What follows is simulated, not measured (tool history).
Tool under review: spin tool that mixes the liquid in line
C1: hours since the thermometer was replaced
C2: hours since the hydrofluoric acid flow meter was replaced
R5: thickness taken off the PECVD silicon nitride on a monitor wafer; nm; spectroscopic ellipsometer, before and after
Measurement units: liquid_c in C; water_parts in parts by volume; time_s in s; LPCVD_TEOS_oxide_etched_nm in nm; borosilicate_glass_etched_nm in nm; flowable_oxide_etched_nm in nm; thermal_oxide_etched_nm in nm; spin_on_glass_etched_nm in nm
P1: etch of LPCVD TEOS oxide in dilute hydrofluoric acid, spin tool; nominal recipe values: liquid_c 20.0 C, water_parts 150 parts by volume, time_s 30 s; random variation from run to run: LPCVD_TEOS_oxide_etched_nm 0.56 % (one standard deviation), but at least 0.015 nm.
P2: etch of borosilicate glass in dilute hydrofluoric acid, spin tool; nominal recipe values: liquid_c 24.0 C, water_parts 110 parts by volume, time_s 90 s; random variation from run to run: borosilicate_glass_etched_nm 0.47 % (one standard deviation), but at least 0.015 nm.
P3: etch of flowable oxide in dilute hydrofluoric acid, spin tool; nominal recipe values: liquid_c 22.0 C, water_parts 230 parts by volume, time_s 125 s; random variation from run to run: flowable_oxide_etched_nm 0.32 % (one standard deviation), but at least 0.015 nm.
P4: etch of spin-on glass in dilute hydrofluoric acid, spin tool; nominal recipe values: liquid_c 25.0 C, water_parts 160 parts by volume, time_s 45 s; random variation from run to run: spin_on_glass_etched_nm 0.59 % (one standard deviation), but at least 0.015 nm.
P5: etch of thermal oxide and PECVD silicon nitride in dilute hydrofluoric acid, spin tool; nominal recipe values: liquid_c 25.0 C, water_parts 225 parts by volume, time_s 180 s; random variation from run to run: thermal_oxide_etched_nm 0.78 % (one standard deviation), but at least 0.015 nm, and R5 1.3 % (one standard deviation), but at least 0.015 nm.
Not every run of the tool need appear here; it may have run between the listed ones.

{"run": 1, "hour": 19.3, "process": "P1", "liquid_c": 20.0, "water_parts": 150, "time_s": 30, "C1": 1124.0, "C2": 1476.2, "LPCVD_TEOS_oxide_etched_nm": 8.0879}
{"run": 2, "hour": 34.5, "process": "P2", "liquid_c": 24.0, "water_parts": 110, "time_s": 90, "C1": 1139.2, "C2": 1491.4, "borosilicate_glass_etched_nm": 31.197}
{"run": 3, "hour": 44.4, "process": "P3", "liquid_c": 22.0, "water_parts": 330, "time_s": 125, "C1": 1149.1, "C2": 1501.3, "flowable_oxide_etched_nm": 10.183}
{"run": 4, "hour": 57.7, "process": "P5", "liquid_c": 18.0, "water_parts": 225, "time_s": 180, "C1": 1162.4, "C2": 1514.6, "thermal_oxide_etched_nm": 2.6488, "R5": 1.2584}
{"hour": 64.9, "done": "hydrofluoric acid flow meter replaced"}
{"run": 5, "hour": 76.2, "process": "P5", "liquid_c": 25.0, "water_parts": 355, "time_s": 180, "C1": 1180.9, "C2": 11.3, "thermal_oxide_etched_nm": 1.9547, "R5": 1.3094}
{"run": 6, "hour": 95.4, "process": "P1", "liquid_c": 20.0, "water_parts": 35, "time_s": 30, "C1": 1200.1, "C2": 30.5, "LPCVD_TEOS_oxide_etched_nm": 38.796}
{"run": 7, "hour": 106.4, "process": "P3", "liquid_c": 22.0, "water_parts": 230, "time_s": 125, "C1": 1211.1, "C2": 41.5, "flowable_oxide_etched_nm": 16.064}
{"run": 8, "hour": 122.7, "process": "P2", "liquid_c": 31.5, "water_parts": 110, "time_s": 90, "C1": 1227.4, "C2": 57.8, "borosilicate_glass_etched_nm": 41.249}
{"run": 9, "hour": 137.6, "process": "P1", "liquid_c": 20.0, "water_parts": 150, "time_s": 15, "C1": 1242.3, "C2": 72.7, "LPCVD_TEOS_oxide_etched_nm": 3.9447}
{"run": 10, "hour": 146.6, "process": "P4", "liquid_c": 25.0, "water_parts": 160, "time_s": 15, "C1": 1251.3, "C2": 81.7, "spin_on_glass_etched_nm": 2.1119}
{"run": 11, "hour": 160.2, "process": "P4", "liquid_c": 25.0, "water_parts": 160, "time_s": 45, "C1": 1264.9, "C2": 95.3, "spin_on_glass_etched_nm": 6.3374}
{"run": 12, "hour": 171.4, "process": "P1", "liquid_c": 20.0, "water_parts": 150, "time_s": 30, "C1": 1276.1, "C2": 106.5, "LPCVD_TEOS_oxide_etched_nm": 8.0392}
{"run": 13, "hour": 188.3, "process": "P4", "liquid_c": 25.0, "water_parts": 260, "time_s": 45, "C1": 1293.0, "C2": 123.4, "spin_on_glass_etched_nm": 3.5493}
{"run": 14, "hour": 207.0, "process": "P1", "liquid_c": 25.0, "water_parts": 150, "time_s": 30, "C1": 1311.7, "C2": 142.1, "LPCVD_TEOS_oxide_etched_nm": 9.8525}
{"run": 15, "hour": 223.3, "process": "P5", "liquid_c": 25.0, "water_parts": 225, "time_s": 180, "C1": 1328.0, "C2": 158.4, "thermal_oxide_etched_nm": 3.5151, "R5": 2.0038}
{"run": 16, "hour": 239.0, "process": "P5", "liquid_c": 25.0, "water_parts": 225, "time_s": 325, "C1": 1343.7, "C2": 174.1, "thermal_oxide_etched_nm": 6.2599, "R5": 3.6859}
{"run": 17, "hour": 253.3, "process": "P1", "liquid_c": 17.0, "water_parts": 95, "time_s": 30, "C1": 1358.0, "C2": 188.4, "LPCVD_TEOS_oxide_etched_nm": 11.889}
{"run": 18, "hour": 268.5, "process": "P1", "liquid_c": 20.0, "water_parts": 150, "time_s": 45, "C1": 1373.2, "C2": 203.6, "LPCVD_TEOS_oxide_etched_nm": 12.112}
{"run": 19, "hour": 283.9, "process": "P3", "liquid_c": 17.0, "water_parts": 230, "time_s": 125, "C1": 1388.6, "C2": 219.0, "flowable_oxide_etched_nm": 13.393}
{"run": 20, "hour": 302.2, "process": "P1", "liquid_c": 17.0, "water_parts": 150, "time_s": 30, "C1": 1406.9, "C2": 237.3, "LPCVD_TEOS_oxide_etched_nm": 7.1291}
{"run": 21, "hour": 317.8, "process": "P1", "liquid_c": 20.0, "water_parts": 150, "time_s": 30, "C1": 1422.5, "C2": 252.9, "LPCVD_TEOS_oxide_etched_nm": 8.067}
{"run": 22, "hour": 336.6, "process": "P4", "liquid_c": 17.0, "water_parts": 160, "time_s": 45, "C1": 1441.3, "C2": 271.7, "spin_on_glass_etched_nm": 4.6798}
{"run": 23, "hour": 355.7, "process": "P2", "liquid_c": 24.0, "water_parts": 110, "time_s": 45, "C1": 1460.4, "C2": 290.8, "borosilicate_glass_etched_nm": 15.47}
{"run": 24, "hour": 373.4, "process": "P4", "liquid_c": 25.0, "water_parts": 160, "time_s": 45, "C1": 1478.1, "C2": 308.5, "spin_on_glass_etched_nm": 6.3882}
{"run": 25, "hour": 386.1, "process": "P2", "liquid_c": 24.0, "water_parts": 155, "time_s": 90, "C1": 1490.8, "C2": 321.2, "borosilicate_glass_etched_nm": 21.055}
{"run": 26, "hour": 397.0, "process": "P5", "liquid_c": 25.0, "water_parts": 225, "time_s": 180, "C1": 1501.7, "C2": 332.1, "thermal_oxide_etched_nm": 3.4253, "R5": 1.9314}
{"run": 27, "hour": 405.7, "process": "P1", "liquid_c": 20.0, "water_parts": 150, "time_s": 30, "C1": 1510.4, "C2": 340.8, "LPCVD_TEOS_oxide_etched_nm": 7.9537}
{"run": 28, "hour": 417.1, "process": "P3", "liquid_c": 22.0, "water_parts": 230, "time_s": 125, "C1": 1521.8, "C2": 352.2, "flowable_oxide_etched_nm": 16.168}
{"run": 29, "hour": 426.0, "process": "P1", "liquid_c": 20.0, "water_parts": 240, "time_s": 30, "C1": 1530.7, "C2": 361.1, "LPCVD_TEOS_oxide_etched_nm": 4.5606}
{"run": 30, "hour": 444.6, "process": "P1", "liquid_c": 20.0, "water_parts": 150, "time_s": 30, "C1": 1549.3, "C2": 379.7, "LPCVD_TEOS_oxide_etched_nm": 7.9648}
{"run": 31, "hour": 455.5, "process": "P3", "liquid_c": 22.0, "water_parts": 230, "time_s": 180, "C1": 1560.2, "C2": 390.6, "flowable_oxide_etched_nm": 23.173}
{"run": 32, "hour": 463.8, "process": "P1", "liquid_c": 20.0, "water_parts": 150, "time_s": 30, "C1": 1568.5, "C2": 398.9, "LPCVD_TEOS_oxide_etched_nm": 7.9815}
{"run": 33, "hour": 481.0, "process": "P1", "liquid_c": 20.0, "water_parts": 150, "time_s": 30, "C1": 1585.7, "C2": 416.1, "LPCVD_TEOS_oxide_etched_nm": 7.7581}
{"run": 34, "hour": 500.1, "process": "P1", "liquid_c": 20.0, "water_parts": 150, "time_s": 30, "C1": 1604.8, "C2": 435.2, "LPCVD_TEOS_oxide_etched_nm": 7.4604}
{"run": 35, "hour": 510.7, "process": "P1", "liquid_c": 20.0, "water_parts": 150, "time_s": 30, "C1": 1615.4, "C2": 445.8, "LPCVD_TEOS_oxide_etched_nm": 7.4704}
{"run": 36, "hour": 525.2, "process": "P1", "liquid_c": 20.0, "water_parts": 150, "time_s": 30, "C1": 1629.9, "C2": 460.3, "LPCVD_TEOS_oxide_etched_nm": 7.3872}
{"run": 37, "hour": 542.5, "process": "P1", "liquid_c": 20.0, "water_parts": 150, "time_s": 30, "C1": 1647.2, "C2": 477.6, "LPCVD_TEOS_oxide_etched_nm": 7.3849}
{"run": 38, "hour": 559.3, "process": "P1", "liquid_c": 20.0, "water_parts": 150, "time_s": 30, "C1": 1664.0, "C2": 494.4, "LPCVD_TEOS_oxide_etched_nm": 7.3806}
{"run": 39, "hour": 570.1, "process": "P1", "liquid_c": 20.0, "water_parts": 150, "time_s": 30, "C1": 1674.8, "C2": 505.2, "LPCVD_TEOS_oxide_etched_nm": 7.3623}
{"run": 40, "hour": 582.0, "process": "P1", "liquid_c": 20.0, "water_parts": 150, "time_s": 30, "C1": 1686.7, "C2": 517.1, "LPCVD_TEOS_oxide_etched_nm": 7.3374}
{"run": 41, "hour": 597.0, "process": "P1", "liquid_c": 20.0, "water_parts": 150, "time_s": 30, "C1": 1701.7, "C2": 532.1, "LPCVD_TEOS_oxide_etched_nm": 7.3145}

What P1 gives has crept away from where it was. These 2 causes fit the log equally well, each at the size given:
A: hydrofluoric acid flow below the setpoint (%) = 7.36
B: liquid colder than its thermometer reads (K) = 2.21
The gradual shift began around hour 463.8.

4 check runs are offered, each on 3 wafers whose results are averaged, their results left as question marks. Which one tells the causes apart?
{"run": "check 1", "hour": 612.0, "process": "P3", "liquid_c": 17.0, "water_parts": 230, "time_s": 125, "flowable_oxide_etched_nm": "?"}
{"run": "check 2", "hour": 612.0, "process": "P4", "liquid_c": 17.5, "water_parts": 160, "time_s": 45, "spin_on_glass_etched_nm": "?"}
{"run": "check 3", "hour": 612.0, "process": "P5", "liquid_c": 18.5, "water_parts": 225, "time_s": 180, "thermal_oxide_etched_nm": "?", "R5": "?"}
{"run": "check 4", "hour": 612.0, "process": "P2", "liquid_c": 30.0, "water_parts": 110, "time_s": 50, "borosilicate_glass_etched_nm": "?"}

If the cause were each of the candidates in turn, the checks would give the following:
check=check_1 result=flowable_oxide_etched_nm if_A=12.139 if_B=12.196
check=check_2 result=spin_on_glass_etched_nm if_A=4.3770 if_B=4.3684
check=check_3 result=thermal_oxide_etched_nm if_A=2.4744 if_B=2.4899
check=check_3 result=R5 if_A=1.2129 if_B=1.1267
check=check_4 result=borosilicate_glass_etched_nm if_A=19.948 if_B=20.058
Gap, in per cent, between the two causes that each check separates least, read from the result that separates them most: check 1 0.47 %; check 2 0.2 %; check 3 7.38 %; check 4 0.55 %
The other checks would show nearly matching results whichever cause is true, so check 3 is the only one that separates the causes.

With check 3 done, the readings were: thermal_oxide_etched_nm 2.5186 nm; R5 1.1415 nm. Identify which of the listed causes applies.

It is B: liquid colder than its thermometer reads (K).
